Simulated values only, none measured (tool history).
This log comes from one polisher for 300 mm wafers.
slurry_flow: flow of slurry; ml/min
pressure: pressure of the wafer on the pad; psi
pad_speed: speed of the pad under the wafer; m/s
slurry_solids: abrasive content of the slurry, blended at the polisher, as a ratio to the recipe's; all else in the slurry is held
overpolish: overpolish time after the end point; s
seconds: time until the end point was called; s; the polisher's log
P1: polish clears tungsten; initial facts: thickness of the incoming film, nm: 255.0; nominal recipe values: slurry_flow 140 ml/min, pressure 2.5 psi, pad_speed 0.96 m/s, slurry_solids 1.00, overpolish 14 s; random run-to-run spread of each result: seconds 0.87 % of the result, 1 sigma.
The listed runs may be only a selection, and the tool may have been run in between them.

run,day,slurry_flow,pressure,pad_speed,slurry_solids,overpolish,seconds
1,0.296,140,2.5,0.96,1.00,14,71.276
2,0.721,140,2.5,0.96,1.00,14,71.587
3,1.088,220,2.5,0.96,1.00,14,67.578
4,1.412,90,2.5,0.96,1.00,14,79.453
5,1.612,140,2.5,0.96,1.35,14,66.021
6,1.879,140,2.5,0.48,1.00,14,144.550
7,2.208,140,1.6,0.96,1.00,14,112.860
8,2.458,140,2.5,0.96,1.20,9,68.632
# day 2.583: slurry nozzle cleaned
9,2.662,140,2.5,0.96,1.00,14,71.514
10,2.854,140,2.5,0.96,1.00,5,72.521
11,3.217,140,2.5,0.96,1.00,14,71.790
12,3.558,140,2.5,0.96,1.00,14,71.807
13,3.758,140,3.8,0.96,0.55,14,53.552
14,3.971,140,2.5,0.96,0.65,14,79.920
15,4.233,140,4.0,0.96,1.00,14,44.276
16,4.529,140,2.5,0.96,1.00,14,71.349
# day 4.667: worn pad replaced by a new one
17,4.742,140,2.5,0.96,1.00,14,71.264
18,4.958,140,2.5,1.52,1.00,14,45.133
19,5.375,140,2.5,0.96,1.00,25,71.998
20,5.704,140,2.5,0.96,1.00,14,71.638
21,6.008,140,2.5,0.96,1.00,14,74.537
22,6.292,140,2.5,0.96,1.00,14,76.864
23,6.675,140,2.5,0.96,1.00,14,78.186
# day 6.954: slurry blender recalibrated
24,7.079,140,2.5,0.96,1.00,14,78.107
25,7.296,140,2.5,0.96,1.00,14,79.474
# day 7.496: worn pad replaced by a new one
26,7.517,140,2.5,0.96,1.00,14,79.537
# day 7.529: head pressure recalibrated
27,7.888,140,2.5,0.96,1.00,14,79.651
28,8.212,140,2.5,0.96,1.00,14,80.378
29,8.396,140,2.5,0.96,1.00,14,80.238

What P1 gives has crept away from where it was. These 2 causes fit the log equally well, each at the size given:
A: peroxide lost from the slurry, % = 24.3
B: slurry flow missing at the pad, % = 37.8
Creep in the process output first set in at about day 5.704.
Excluded causes, each with its reason:
removal rate lost through wear of the pad, %: serviced after onset, at day 7.496, with no recovery of the prior output
head's pressure below its setpoint, %: serviced after onset, at day 7.529, with no recovery of the prior output
abrasive missing from the slurry, %: serviced after onset, at day 6.954, with no recovery of the prior output

Which of the 4 check runs listed below, each an average over 5 wafers with its results shown as question marks, gives clearly different results under the different listed causes?
check 1,8.579,140,3.9,0.96,1.00,14,?
check 2,8.579,210,2.5,0.96,1.00,9,?
check 3,8.579,140,2.5,0.96,1.00,7,?
check 4,8.579,140,2.5,1.46,1.20,14,?

Check results expected under each cause:
check,result,if A,if B
check 1,seconds,51.303,51.304
check 2,seconds,75.186,72.693
check 3,seconds,80.032,80.034
check 4,seconds,50.384,50.385
Separation of the two closest causes in each check, using whichever result separates them best: check 1 0 %; check 2 3.37 %; check 3 0 %; check 4 0 %
Check 2 distinguishes between the causes, while the remaining checks would return nearly the same result for all of them.

After running check 2, the following was obtained: seconds 75.428 s. Which cause does this point to?

The cause is A: peroxide lost from the slurry, %.

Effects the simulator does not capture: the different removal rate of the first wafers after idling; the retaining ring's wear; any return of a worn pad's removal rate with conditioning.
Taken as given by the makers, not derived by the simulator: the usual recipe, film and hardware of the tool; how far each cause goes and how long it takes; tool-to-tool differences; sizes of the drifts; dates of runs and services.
